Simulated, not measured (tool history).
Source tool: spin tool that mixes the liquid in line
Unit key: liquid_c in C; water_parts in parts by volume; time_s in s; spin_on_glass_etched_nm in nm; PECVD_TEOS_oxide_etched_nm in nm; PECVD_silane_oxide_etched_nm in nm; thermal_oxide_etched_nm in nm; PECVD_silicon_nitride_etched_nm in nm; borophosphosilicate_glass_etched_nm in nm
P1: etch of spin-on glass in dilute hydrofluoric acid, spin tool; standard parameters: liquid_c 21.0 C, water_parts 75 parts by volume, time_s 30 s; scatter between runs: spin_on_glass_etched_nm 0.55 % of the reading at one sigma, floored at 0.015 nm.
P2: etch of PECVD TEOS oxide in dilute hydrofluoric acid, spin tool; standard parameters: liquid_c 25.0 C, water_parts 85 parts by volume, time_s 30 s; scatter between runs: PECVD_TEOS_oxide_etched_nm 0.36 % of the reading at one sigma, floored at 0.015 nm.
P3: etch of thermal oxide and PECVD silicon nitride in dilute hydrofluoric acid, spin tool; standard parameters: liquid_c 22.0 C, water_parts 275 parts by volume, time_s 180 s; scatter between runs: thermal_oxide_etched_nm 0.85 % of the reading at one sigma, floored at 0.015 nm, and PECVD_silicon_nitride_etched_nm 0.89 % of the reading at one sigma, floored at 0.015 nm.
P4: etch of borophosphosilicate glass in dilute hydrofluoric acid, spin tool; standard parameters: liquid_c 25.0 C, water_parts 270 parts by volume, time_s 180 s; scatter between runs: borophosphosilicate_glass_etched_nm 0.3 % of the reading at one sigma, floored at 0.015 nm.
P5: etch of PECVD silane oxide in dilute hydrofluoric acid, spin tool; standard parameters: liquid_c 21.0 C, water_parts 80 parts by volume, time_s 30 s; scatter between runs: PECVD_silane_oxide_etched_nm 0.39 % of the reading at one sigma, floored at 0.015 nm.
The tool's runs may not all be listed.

run,hour,process,liquid_c,water_parts,time_s,spin_on_glass_etched_nm,PECVD_TEOS_oxide_etched_nm,PECVD_silane_oxide_etched_nm,thermal_oxide_etched_nm,PECVD_silicon_nitride_etched_nm,borophosphosilicate_glass_etched_nm
1,4.4,P1,21.0,75,30,13.9130,,,,,
2,7.6,P1,21.0,75,30,13.9080,,,,,
3,11.3,P2,25.0,85,15,,3.2750,,,,
4,15.3,P5,21.0,80,30,,,10.4670,,,
5,20.0,P2,25.0,85,30,,6.5287,,,,
6,23.9,P2,25.0,85,30,,6.5157,,,,
7,26.2,P3,22.0,60,180,,,,15.0800,13.0330,
8,28.7,P1,28.0,75,30,18.3640,,,,,
# hour 29.0: hydrofluoric acid flow meter replaced
9,31.7,P5,21.0,35,30,,,25.1680,,,
10,36.1,P4,17.0,270,180,,,,,,12.8810
11,38.7,P1,21.0,75,30,13.8320,,,,,
12,41.7,P1,21.0,75,30,13.7890,,,,,
13,44.3,P4,25.0,270,180,,,,,,17.3130
14,47.4,P1,21.0,75,30,13.8630,,,,,
15,50.8,P3,22.0,275,180,,,,2.6075,2.8911,
16,55.3,P5,21.0,80,50,,,17.2970,,,
17,58.9,P2,25.0,150,30,,3.4318,,,,
18,62.1,P4,25.0,270,60,,,,,,5.7724
19,65.9,P1,25.5,135,30,8.5192,,,,,
20,69.9,P4,25.0,50,180,,,,,,120.5400
21,72.1,P5,21.0,80,30,,,10.3840,,,
22,74.1,P4,25.0,270,180,,,,,,17.2930
23,78.4,P1,21.0,30,30,36.5220,,,,,
24,81.6,P1,21.0,110,30,9.0558,,,,,
25,83.7,P5,17.0,80,30,,,8.8131,,,
26,87.8,P1,17.0,75,30,11.6590,,,,,
27,92.3,P1,21.0,140,15,3.4492,,,,,
28,96.3,P1,17.0,75,15,5.8031,,,,,
29,100.0,P2,18.0,85,30,,4.8998,,,,
30,103.2,P1,21.0,75,15,6.9074,,,,,
31,106.9,P1,21.0,75,30,13.9290,,,,,
32,109.8,P1,21.0,75,55,25.4220,,,,,
33,113.6,P3,22.0,275,325,,,,4.6462,5.2749,
34,116.8,P3,18.0,275,180,,,,2.2520,2.2430,
35,119.6,P1,21.0,75,30,13.9070,,,,,
36,122.3,P1,21.0,75,30,13.4300,,,,,
37,125.4,P1,21.0,75,30,13.3200,,,,,
38,129.0,P1,21.0,75,30,12.9250,,,,,
39,132.6,P1,21.0,75,30,12.8070,,,,,
40,135.8,P1,21.0,75,30,12.7620,,,,,
41,138.0,P1,21.0,75,30,12.8620,,,,,
42,141.0,P1,21.0,75,30,12.7160,,,,,
43,145.2,P1,21.0,75,30,12.6500,,,,,

Run 44 has not been measured yet. What should we expect?
44,148.9,P1,21.0,75,30,?,,,,,

Run 44 yielded spin_on_glass_etched_nm 12.6430 nm.

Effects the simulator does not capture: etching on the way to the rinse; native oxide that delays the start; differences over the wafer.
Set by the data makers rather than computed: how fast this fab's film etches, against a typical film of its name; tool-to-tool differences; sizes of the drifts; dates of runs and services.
